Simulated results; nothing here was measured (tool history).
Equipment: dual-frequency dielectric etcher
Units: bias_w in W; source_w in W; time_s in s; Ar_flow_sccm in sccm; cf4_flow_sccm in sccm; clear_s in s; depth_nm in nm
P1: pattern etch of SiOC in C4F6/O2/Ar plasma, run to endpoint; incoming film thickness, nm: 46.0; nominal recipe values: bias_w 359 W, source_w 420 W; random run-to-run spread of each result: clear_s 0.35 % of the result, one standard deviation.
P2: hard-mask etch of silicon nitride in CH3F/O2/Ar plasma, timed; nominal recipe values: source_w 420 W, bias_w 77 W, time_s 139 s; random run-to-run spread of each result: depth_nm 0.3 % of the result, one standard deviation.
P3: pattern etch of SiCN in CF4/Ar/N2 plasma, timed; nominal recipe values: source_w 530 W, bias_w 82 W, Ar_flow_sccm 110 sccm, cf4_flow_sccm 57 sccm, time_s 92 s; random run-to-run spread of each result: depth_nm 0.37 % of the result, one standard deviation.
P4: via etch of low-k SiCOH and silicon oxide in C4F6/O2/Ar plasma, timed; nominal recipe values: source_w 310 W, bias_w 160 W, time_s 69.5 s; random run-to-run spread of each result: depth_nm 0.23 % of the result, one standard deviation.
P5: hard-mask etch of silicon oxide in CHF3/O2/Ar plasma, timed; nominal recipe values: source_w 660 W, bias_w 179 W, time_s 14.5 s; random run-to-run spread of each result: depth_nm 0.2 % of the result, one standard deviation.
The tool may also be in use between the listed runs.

run	hour	process	bias_w	source_w	time_s	Ar_flow_sccm	cf4_flow_sccm	hours since the last wet clean	hours since the last bias power generator calibration	hours since the last source power generator calibration	clear_s	depth_nm
1	10.4	P1	359	420				84.8	1570.2	746.9	17.235	
2	21.1	P1	359	420				95.5	1580.9	757.6	17.12	
3	32	P5	179	660	21			106.4	1591.8	768.5		44.488
4	41.9	P3	82	530	92	110	35	116.3	1601.7	778.4		80.457
5	51.2	P3	82	530	121.5	110	57	125.6	1611	787.7		116.09
6	62.1	P5	238	660	14.5			136.5	1621.9	798.6		33.912
7	71.8	P3	82	420	92	110	57	146.2	1631.6	808.3		71.446
8	80.3	P1	359	420				154.7	1640.1	816.8	17.173	
9	91.4	P5	179	660	14.5			165.8	1651.2	827.9		30.664
10	100.1	P4	160	310	94			174.5	1659.9	836.6		234.14
11	106	P1	359	540				180.4	1665.8	842.5	15.619	
12	113.8	P4	160	310	69.5			188.2	1673.6	850.3		173.35
13	120.7	P4	131	310	69.5			195.1	1680.5	857.2		163.74
14	131.7	P1	359	420				206.1	1691.5	868.2	17.119	
15	136.7	P1	468	500				211.1	1696.5	873.2	14.49	
16	141.5	P1	359	270				215.9	1701.3	878	20.282	
17	152.4	P3	82	530	92	110	57	226.8	1712.2	888.9		87.394
18	161.2	P2	96	420	139			235.6	1721	897.7		112.82
19	166.7	P5	179	660	14.5			241.1	1726.5	903.2		30.822
20	177.1	P1	359	420				251.5	1736.9	913.6	17.088	
21	183.3	P2	77	300	139			257.7	1743.1	919.8		92.028
22	190.4	P2	77	420	139			264.8	1750.2	926.9		104.13
23	197.5	P5	179	500	14.5			271.9	1757.3	934		27.648
24	207.1	P2	77	420	76.5			281.5	1766.9	943.6		57.332
25	214.4	P1	494	420				288.8	1774.2	950.9	15.216	
26	222.8	P3	104	530	92	110	57	297.2	1782.6	959.3		95.076

Forecast run 27:
27	228.4	P1	239	420				302.8	1788.2	964.9	?	

Run 27 measured clear_s 19.69 s.

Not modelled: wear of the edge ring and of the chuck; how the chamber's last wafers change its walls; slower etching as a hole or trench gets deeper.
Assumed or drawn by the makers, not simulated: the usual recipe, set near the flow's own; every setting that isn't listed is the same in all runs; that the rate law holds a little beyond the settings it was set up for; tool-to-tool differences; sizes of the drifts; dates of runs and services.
